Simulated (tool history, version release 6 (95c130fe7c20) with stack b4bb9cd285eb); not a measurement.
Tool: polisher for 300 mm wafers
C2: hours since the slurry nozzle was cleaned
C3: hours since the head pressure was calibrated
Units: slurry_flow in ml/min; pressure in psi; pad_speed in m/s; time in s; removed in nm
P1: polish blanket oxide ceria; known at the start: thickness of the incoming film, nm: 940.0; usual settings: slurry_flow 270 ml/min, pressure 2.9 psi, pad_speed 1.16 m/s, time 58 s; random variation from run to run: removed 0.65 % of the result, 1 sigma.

Run 1, hour 2.5: slurry_flow 270 ml/min, pressure 2.9 psi, pad_speed 1.16 m/s, time 58 s; wafers polished on this pad 967; C2 62.4; C3 130.1. Result: removed 335.11 nm.
Run 2, hour 4.6: slurry_flow 270 ml/min, pressure 2.9 psi, pad_speed 1.16 m/s, time 26 s; wafers polished on this pad 984; C2 64.5; C3 132.2. Result: removed 150.92 nm.
Run 3, hour 6.8: slurry_flow 270 ml/min, pressure 2.0 psi, pad_speed 1.16 m/s, time 58 s; wafers polished on this pad 1002; C2 66.7; C3 134.4. Result: removed 231.66 nm.
Run 4, hour 10.3: slurry_flow 270 ml/min, pressure 2.9 psi, pad_speed 1.16 m/s, time 85 s; wafers polished on this pad 1030; C2 70.2; C3 137.9. Result: removed 493.69 nm.
At hour 13.1: slurry nozzle cleaned.
Run 5, hour 13.3: slurry_flow 160 ml/min, pressure 2.9 psi, pad_speed 1.16 m/s, time 58 s; wafers polished on this pad 1054; C2 0.3; C3 140.9. Result: removed 316.75 nm.
Run 6, hour 16.4: slurry_flow 270 ml/min, pressure 2.9 psi, pad_speed 1.16 m/s, time 58 s; wafers polished on this pad 1079; C2 3.4; C3 144.0. Result: removed 334.42 nm.
Run 7, hour 19.8: slurry_flow 270 ml/min, pressure 4.0 psi, pad_speed 1.16 m/s, time 58 s; wafers polished on this pad 1106; C2 6.8; C3 147.4. Result: removed 464.23 nm.
Run 8, hour 22.5: slurry_flow 270 ml/min, pressure 2.9 psi, pad_speed 0.76 m/s, time 58 s; wafers polished on this pad 1128; C2 9.5; C3 150.1. Result: removed 219.34 nm.
Run 9, hour 25.7: slurry_flow 380 ml/min, pressure 2.9 psi, pad_speed 1.16 m/s, time 58 s; wafers polished on this pad 1154; C2 12.7; C3 153.3. Result: removed 341.63 nm.
Run 10, hour 28.7: slurry_flow 270 ml/min, pressure 3.9 psi, pad_speed 1.50 m/s, time 58 s; wafers polished on this pad 1178; C2 15.7; C3 156.3. Result: removed 583.82 nm.
Run 11, hour 31.1: slurry_flow 270 ml/min, pressure 2.9 psi, pad_speed 1.80 m/s, time 58 s; wafers polished on this pad 1198; C2 18.1; C3 158.7. Result: removed 521.16 nm.
Run 12, hour 35.3: slurry_flow 270 ml/min, pressure 2.9 psi, pad_speed 1.16 m/s, time 58 s; wafers polished on this pad 1232; C2 22.3; C3 162.9. Result: removed 334.69 nm.
Run 13, hour 39.1: slurry_flow 270 ml/min, pressure 2.9 psi, pad_speed 1.16 m/s, time 58 s; wafers polished on this pad 1262; C2 26.1; C3 166.7. Result: removed 336.60 nm.
Run 14, hour 42.1: slurry_flow 270 ml/min, pressure 2.9 psi, pad_speed 1.16 m/s, time 58 s; wafers polished on this pad 1286; C2 29.1; C3 169.7. Result: removed 337.65 nm.
Run 15, hour 44.3: slurry_flow 270 ml/min, pressure 2.9 psi, pad_speed 1.16 m/s, time 58 s; wafers polished on this pad 1304; C2 31.3; C3 171.9. Result: removed 331.11 nm.
Run 16, hour 47.4: slurry_flow 270 ml/min, pressure 2.9 psi, pad_speed 1.16 m/s, time 58 s; wafers polished on this pad 1329; C2 34.4; C3 175.0. Result: removed 330.22 nm.
Run 17, hour 50.6: slurry_flow 270 ml/min, pressure 2.9 psi, pad_speed 1.16 m/s, time 58 s; wafers polished on this pad 1355; C2 37.6; C3 178.2. Result: removed 323.91 nm.
At hour 51.3: head pressure recalibrated.
Run 18, hour 54.6: slurry_flow 270 ml/min, pressure 2.9 psi, pad_speed 1.16 m/s, time 58 s; wafers polished on this pad 1387; C2 41.6; C3 3.4. Result: removed 323.14 nm.
Run 19, hour 58.3: slurry_flow 270 ml/min, pressure 2.9 psi, pad_speed 1.16 m/s, time 58 s; wafers polished on this pad 1417; C2 45.3; C3 7.1. Result: removed 319.61 nm.
Run 20, hour 61.2: slurry_flow 270 ml/min, pressure 2.9 psi, pad_speed 1.16 m/s, time 58 s; wafers polished on this pad 1441; C2 48.2; C3 10.0. Result: removed 324.55 nm.
Run 21, hour 63.5: slurry_flow 270 ml/min, pressure 2.9 psi, pad_speed 1.16 m/s, time 58 s; wafers polished on this pad 1459; C2 50.5; C3 12.3. Result: removed 318.23 nm.
Run 22, hour 65.9: slurry_flow 270 ml/min, pressure 2.9 psi, pad_speed 1.16 m/s, time 58 s; wafers polished on this pad 1479; C2 52.9; C3 14.7. Result: removed 315.46 nm.

What P1 gives has crept away from where it was. These 2 causes fit the log equally well, each at the size given:
A: slurry flow missing at the pad, % = 34.7
B: removal rate lost through wear of the pad, % = 5.06
The creep began at about hour 42.1.
Why every other cause is out:
head's pressure below its setpoint, %: serviced at hour 51.3, which brought nothing back

4 check runs are offered, each on 2 wafers whose results are averaged, their results left as question marks. Which one tells the causes apart?
Run check 1, hour 68.3: slurry_flow 270 ml/min, pressure 2.3 psi, pad_speed 1.78 m/s, time 58 s. Result: removed ?.
Run check 2, hour 68.3: slurry_flow 270 ml/min, pressure 2.2 psi, pad_speed 1.78 m/s, time 58 s. Result: removed ?.
Run check 3, hour 68.3: slurry_flow 270 ml/min, pressure 2.9 psi, pad_speed 0.78 m/s, time 84 s. Result: removed ?.
Run check 4, hour 68.3: slurry_flow 160 ml/min, pressure 2.9 psi, pad_speed 1.16 m/s, time 40 s. Result: removed ?.

What each check would give under each cause:
  check   result    if A    if B
check 1  removed  387.10  387.11
check 2  removed  370.27  370.28
check 3  removed  309.75  309.76
check 4  removed  198.59  205.15
How far apart the two closest causes lie, in the result that separates them most: check 1 0 %; check 2 0 %; check 3 0 %; check 4 3.25 %
Check 4 tells the causes apart: in the others they would give nearly the same result.

Then check 4 was run and gave: removed 198.37 nm. Which cause is it?

It is A: slurry flow missing at the pad, %.
